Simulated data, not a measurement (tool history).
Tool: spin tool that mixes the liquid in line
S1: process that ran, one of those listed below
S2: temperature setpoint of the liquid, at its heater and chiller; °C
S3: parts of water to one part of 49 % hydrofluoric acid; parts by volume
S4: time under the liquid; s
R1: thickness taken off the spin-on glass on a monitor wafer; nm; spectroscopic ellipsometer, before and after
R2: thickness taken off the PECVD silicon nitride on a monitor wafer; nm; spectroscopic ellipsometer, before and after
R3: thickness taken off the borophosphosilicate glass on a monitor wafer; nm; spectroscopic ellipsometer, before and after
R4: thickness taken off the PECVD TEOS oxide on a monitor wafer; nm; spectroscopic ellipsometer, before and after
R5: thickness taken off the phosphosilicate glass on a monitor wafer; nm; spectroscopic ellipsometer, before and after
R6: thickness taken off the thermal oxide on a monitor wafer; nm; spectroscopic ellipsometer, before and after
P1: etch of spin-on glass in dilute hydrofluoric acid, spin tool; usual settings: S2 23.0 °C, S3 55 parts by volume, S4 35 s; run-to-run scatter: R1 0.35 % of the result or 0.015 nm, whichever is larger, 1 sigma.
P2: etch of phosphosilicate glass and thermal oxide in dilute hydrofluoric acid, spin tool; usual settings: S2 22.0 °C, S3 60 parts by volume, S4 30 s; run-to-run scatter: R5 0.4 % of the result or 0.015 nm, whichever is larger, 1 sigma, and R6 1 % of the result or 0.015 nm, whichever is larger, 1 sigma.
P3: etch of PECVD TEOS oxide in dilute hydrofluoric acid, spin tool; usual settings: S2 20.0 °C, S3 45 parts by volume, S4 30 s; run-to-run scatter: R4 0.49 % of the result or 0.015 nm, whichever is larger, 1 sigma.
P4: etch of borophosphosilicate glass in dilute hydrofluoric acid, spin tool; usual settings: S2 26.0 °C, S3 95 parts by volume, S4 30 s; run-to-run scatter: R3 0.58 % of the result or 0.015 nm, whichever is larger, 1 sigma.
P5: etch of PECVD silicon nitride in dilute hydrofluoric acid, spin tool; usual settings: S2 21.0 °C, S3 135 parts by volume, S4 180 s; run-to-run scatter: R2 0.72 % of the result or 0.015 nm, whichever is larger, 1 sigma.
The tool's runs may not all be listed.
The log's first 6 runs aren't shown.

{"run": 7, "hour": 57.3, "S1": "P1", "S2": 23.0, "S3": 55, "S4": 60, "R1": 30.804}
{"hour": 60.1, "done": "hydrofluoric acid flow meter replaced"}
{"run": 8, "hour": 68.8, "S1": "P5", "S2": 29.5, "S3": 135, "S4": 180, "R2": 6.2092}
{"run": 9, "hour": 77.8, "S1": "P3", "S2": 20.0, "S3": 20, "S4": 30, "R4": 23.747}
{"run": 10, "hour": 87.3, "S1": "P1", "S2": 23.0, "S3": 55, "S4": 15, "R1": 7.7126}
{"run": 11, "hour": 95.1, "S1": "P1", "S2": 23.0, "S3": 55, "S4": 35, "R1": 17.945}
{"run": 12, "hour": 102.0, "S1": "P1", "S2": 23.0, "S3": 55, "S4": 35, "R1": 18.014}
{"run": 13, "hour": 109.3, "S1": "P1", "S2": 23.0, "S3": 55, "S4": 35, "R1": 18.004}
{"run": 14, "hour": 114.6, "S1": "P4", "S2": 21.0, "S3": 95, "S4": 30, "R3": 9.8068}
{"run": 15, "hour": 123.8, "S1": "P2", "S2": 17.0, "S3": 60, "S4": 30, "R5": 25.517, "R6": 1.8986}
{"run": 16, "hour": 129.2, "S1": "P4", "S2": 26.0, "S3": 95, "S4": 15, "R3": 5.9866}
{"run": 17, "hour": 137.5, "S1": "P1", "S2": 23.0, "S3": 100, "S4": 35, "R1": 9.3912}
{"run": 18, "hour": 142.6, "S1": "P2", "S2": 22.0, "S3": 60, "S4": 30, "R5": 31.75, "R6": 2.3526}
{"run": 19, "hour": 150.6, "S1": "P2", "S2": 22.0, "S3": 110, "S4": 30, "R5": 16.276, "R6": 1.237}
{"run": 20, "hour": 157.9, "S1": "P1", "S2": 23.0, "S3": 55, "S4": 35, "R1": 18.032}
{"run": 21, "hour": 163.8, "S1": "P1", "S2": 23.0, "S3": 25, "S4": 35, "R1": 41.26}
{"run": 22, "hour": 173.6, "S1": "P3", "S2": 20.0, "S3": 45, "S4": 30, "R4": 10.304}
{"run": 23, "hour": 180.1, "S1": "P3", "S2": 20.0, "S3": 45, "S4": 15, "R4": 5.1341}
{"run": 24, "hour": 186.3, "S1": "P1", "S2": 27.0, "S3": 55, "S4": 35, "R1": 21.255}
{"run": 25, "hour": 191.8, "S1": "P4", "S2": 26.0, "S3": 95, "S4": 30, "R3": 11.978}
{"run": 26, "hour": 201.0, "S1": "P1", "S2": 23.0, "S3": 25, "S4": 60, "R1": 70.391}
{"run": 27, "hour": 209.2, "S1": "P3", "S2": 20.0, "S3": 45, "S4": 30, "R4": 10.258}

Forecast run 28:
{"run": 28, "hour": 219.8, "S1": "P5", "S2": 21.0, "S3": 135, "S4": 80, "R2": "?"}

Run 28 gave R2 1.6290 nm.
